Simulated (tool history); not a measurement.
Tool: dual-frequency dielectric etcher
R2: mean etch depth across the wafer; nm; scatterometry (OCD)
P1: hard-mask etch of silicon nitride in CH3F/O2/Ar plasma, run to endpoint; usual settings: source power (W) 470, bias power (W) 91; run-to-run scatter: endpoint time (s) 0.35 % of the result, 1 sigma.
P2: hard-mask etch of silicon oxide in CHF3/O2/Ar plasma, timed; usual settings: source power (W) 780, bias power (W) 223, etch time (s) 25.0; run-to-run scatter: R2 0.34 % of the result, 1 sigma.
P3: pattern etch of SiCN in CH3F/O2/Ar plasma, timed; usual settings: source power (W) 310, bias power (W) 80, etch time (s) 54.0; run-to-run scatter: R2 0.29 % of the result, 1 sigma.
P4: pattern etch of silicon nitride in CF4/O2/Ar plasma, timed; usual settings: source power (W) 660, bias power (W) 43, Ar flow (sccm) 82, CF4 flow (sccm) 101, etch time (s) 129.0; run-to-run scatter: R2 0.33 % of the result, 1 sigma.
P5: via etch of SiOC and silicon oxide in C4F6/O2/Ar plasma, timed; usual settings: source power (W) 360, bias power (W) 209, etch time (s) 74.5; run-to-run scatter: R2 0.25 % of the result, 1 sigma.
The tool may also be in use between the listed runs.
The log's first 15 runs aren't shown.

run 16 day=8.012 | process_that_ran=P3 source_power_(W)=310 bias_power_(W)=80 etch_time_(s)=36.0 | R2=12.620
run 17 day=8.675 | process_that_ran=P3 source_power_(W)=370 bias_power_(W)=80 etch_time_(s)=54.0 | R2=20.141
run 18 day=9.025 | process_that_ran=P4 source_power_(W)=660 bias_power_(W)=43 Ar_flow_(sccm)=82 CF4_flow_(sccm)=101 etch_time_(s)=171.0 | R2=397.840
run 19 day=9.650 | process_that_ran=P1 source_power_(W)=470 bias_power_(W)=65 | endpoint_time_(s)=68.418
run 20 day=10.029 | process_that_ran=P1 source_power_(W)=350 bias_power_(W)=91 | endpoint_time_(s)=67.841
run 21 day=10.525 | process_that_ran=P2 source_power_(W)=780 bias_power_(W)=223 etch_time_(s)=25.0 | R2=56.667
run 22 day=10.942 | process_that_ran=P5 source_power_(W)=360 bias_power_(W)=209 etch_time_(s)=74.5 | R2=83.449
run 23 day=11.400 | process_that_ran=P1 source_power_(W)=630 bias_power_(W)=124 | endpoint_time_(s)=49.107
run 24 day=11.875 | process_that_ran=P4 source_power_(W)=660 bias_power_(W)=43 Ar_flow_(sccm)=82 CF4_flow_(sccm)=80 etch_time_(s)=129.0 | R2=291.640
run 25 day=12.483 | process_that_ran=P1 source_power_(W)=470 bias_power_(W)=91 | endpoint_time_(s)=61.023
run 26 day=12.842 | process_that_ran=P1 source_power_(W)=470 bias_power_(W)=91 | endpoint_time_(s)=60.715
run 27 day=13.238 | process_that_ran=P4 source_power_(W)=660 bias_power_(W)=43 Ar_flow_(sccm)=82 CF4_flow_(sccm)=101 etch_time_(s)=129.0 | R2=302.170
run 28 day=13.750 | process_that_ran=P2 source_power_(W)=590 bias_power_(W)=223 etch_time_(s)=25.0 | R2=51.168
run 29 day=14.258 | process_that_ran=P5 source_power_(W)=270 bias_power_(W)=209 etch_time_(s)=74.5 | R2=74.632
run 30 day=14.688 | process_that_ran=P2 source_power_(W)=780 bias_power_(W)=149 etch_time_(s)=25.0 | R2=49.729
run 31 day=15.071 | process_that_ran=P1 source_power_(W)=470 bias_power_(W)=91 | endpoint_time_(s)=61.037
run 32 day=15.504 | process_that_ran=P1 source_power_(W)=470 bias_power_(W)=91 | endpoint_time_(s)=61.322
run 33 day=15.804 | process_that_ran=P1 source_power_(W)=470 bias_power_(W)=91 | endpoint_time_(s)=61.069
run 34 day=16.275 | process_that_ran=P1 source_power_(W)=470 bias_power_(W)=91 | endpoint_time_(s)=61.506
run 35 day=16.912 | process_that_ran=P1 source_power_(W)=470 bias_power_(W)=91 | endpoint_time_(s)=61.406

Run 36 comes next. What will it give?
run 36 day=17.279 | process_that_ran=P1 source_power_(W)=470 bias_power_(W)=91 | endpoint_time_(s)=?

Run 36 gave endpoint time (s) 61.803.
